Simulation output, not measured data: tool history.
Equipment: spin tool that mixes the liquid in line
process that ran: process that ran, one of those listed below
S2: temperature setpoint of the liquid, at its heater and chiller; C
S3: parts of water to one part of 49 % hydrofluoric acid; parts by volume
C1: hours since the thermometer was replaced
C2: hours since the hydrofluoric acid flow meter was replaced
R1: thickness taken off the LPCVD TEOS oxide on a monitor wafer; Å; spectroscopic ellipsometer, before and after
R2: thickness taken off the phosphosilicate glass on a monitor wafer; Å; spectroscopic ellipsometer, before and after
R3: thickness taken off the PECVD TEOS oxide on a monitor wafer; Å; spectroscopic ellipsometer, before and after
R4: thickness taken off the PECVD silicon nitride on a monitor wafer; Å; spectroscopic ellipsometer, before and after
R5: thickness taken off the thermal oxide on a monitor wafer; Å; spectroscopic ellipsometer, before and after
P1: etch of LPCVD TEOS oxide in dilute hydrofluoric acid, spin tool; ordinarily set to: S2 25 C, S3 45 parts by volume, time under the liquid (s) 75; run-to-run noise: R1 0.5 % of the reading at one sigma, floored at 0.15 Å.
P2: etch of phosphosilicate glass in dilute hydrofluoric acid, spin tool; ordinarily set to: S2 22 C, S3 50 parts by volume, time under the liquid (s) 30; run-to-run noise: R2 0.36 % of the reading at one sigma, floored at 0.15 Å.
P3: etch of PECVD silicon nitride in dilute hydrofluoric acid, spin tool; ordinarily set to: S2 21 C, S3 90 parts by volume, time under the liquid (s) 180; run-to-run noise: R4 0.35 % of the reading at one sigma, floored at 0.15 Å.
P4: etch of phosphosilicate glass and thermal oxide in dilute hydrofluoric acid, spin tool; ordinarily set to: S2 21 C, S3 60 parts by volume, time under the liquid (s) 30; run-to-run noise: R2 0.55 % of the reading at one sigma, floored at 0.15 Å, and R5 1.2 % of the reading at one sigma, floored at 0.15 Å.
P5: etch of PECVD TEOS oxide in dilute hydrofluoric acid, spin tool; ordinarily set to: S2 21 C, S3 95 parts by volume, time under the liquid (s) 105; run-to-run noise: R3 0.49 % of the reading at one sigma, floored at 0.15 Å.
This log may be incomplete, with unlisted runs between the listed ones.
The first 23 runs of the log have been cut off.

{"run": 24, "hour": 300.3, "process that ran": "P5", "S2": 28.5, "S3": 95, "time under the liquid (s)": 105, "C1": 2451, "C2": 763.9, "R3": 163.9}
{"run": 25, "hour": 312.2, "process that ran": "P1", "S2": 20.5, "S3": 20, "time under the liquid (s)": 75, "C1": 2462.9, "C2": 775.8, "R1": 764.44}
{"run": 26, "hour": 319.7, "process that ran": "P4", "S2": 21, "S3": 20, "time under the liquid (s)": 30, "C1": 2470.4, "C2": 783.3, "R2": 1903.2, "R5": 68.274}
{"run": 27, "hour": 327.9, "process that ran": "P1", "S2": 25, "S3": 45, "time under the liquid (s)": 75, "C1": 2478.6, "C2": 791.5, "R1": 395.77}
{"run": 28, "hour": 342.0, "process that ran": "P3", "S2": 21, "S3": 160, "time under the liquid (s)": 180, "C1": 2492.7, "C2": 805.6, "R4": 45.849}
{"run": 29, "hour": 356.0, "process that ran": "P2", "S2": 18, "S3": 50, "time under the liquid (s)": 30, "C1": 2506.7, "C2": 819.6, "R2": 502.99}
{"run": 30, "hour": 365.5, "process that ran": "P1", "S2": 25, "S3": 60, "time under the liquid (s)": 15, "C1": 2516.2, "C2": 829.1, "R1": 58.996}
{"run": 31, "hour": 376.8, "process that ran": "P2", "S2": 22, "S3": 50, "time under the liquid (s)": 30, "C1": 2527.5, "C2": 840.4, "R2": 600.39}
{"run": 32, "hour": 391.4, "process that ran": "P4", "S2": 29.5, "S3": 60, "time under the liquid (s)": 30, "C1": 2542.1, "C2": 855, "R2": 859.18, "R5": 30.04}
{"run": 33, "hour": 400.5, "process that ran": "P4", "S2": 21, "S3": 60, "time under the liquid (s)": 15, "C1": 2551.2, "C2": 864.1, "R2": 303.59, "R5": 10.517}
{"run": 34, "hour": 415.4, "process that ran": "P1", "S2": 25, "S3": 45, "time under the liquid (s)": 75, "C1": 2566.1, "C2": 879, "R1": 396.7}
{"run": 35, "hour": 431.1, "process that ran": "P1", "S2": 25, "S3": 45, "time under the liquid (s)": 75, "C1": 2581.8, "C2": 894.7, "R1": 408.23}

Predict the results of run 36:
{"run": 36, "hour": 442.7, "process that ran": "P1", "S2": 25, "S3": 45, "time under the liquid (s)": 75, "C1": 2593.4, "C2": 906.3, "R1": "?"}

{"run 36": {"R1": 411.72}}

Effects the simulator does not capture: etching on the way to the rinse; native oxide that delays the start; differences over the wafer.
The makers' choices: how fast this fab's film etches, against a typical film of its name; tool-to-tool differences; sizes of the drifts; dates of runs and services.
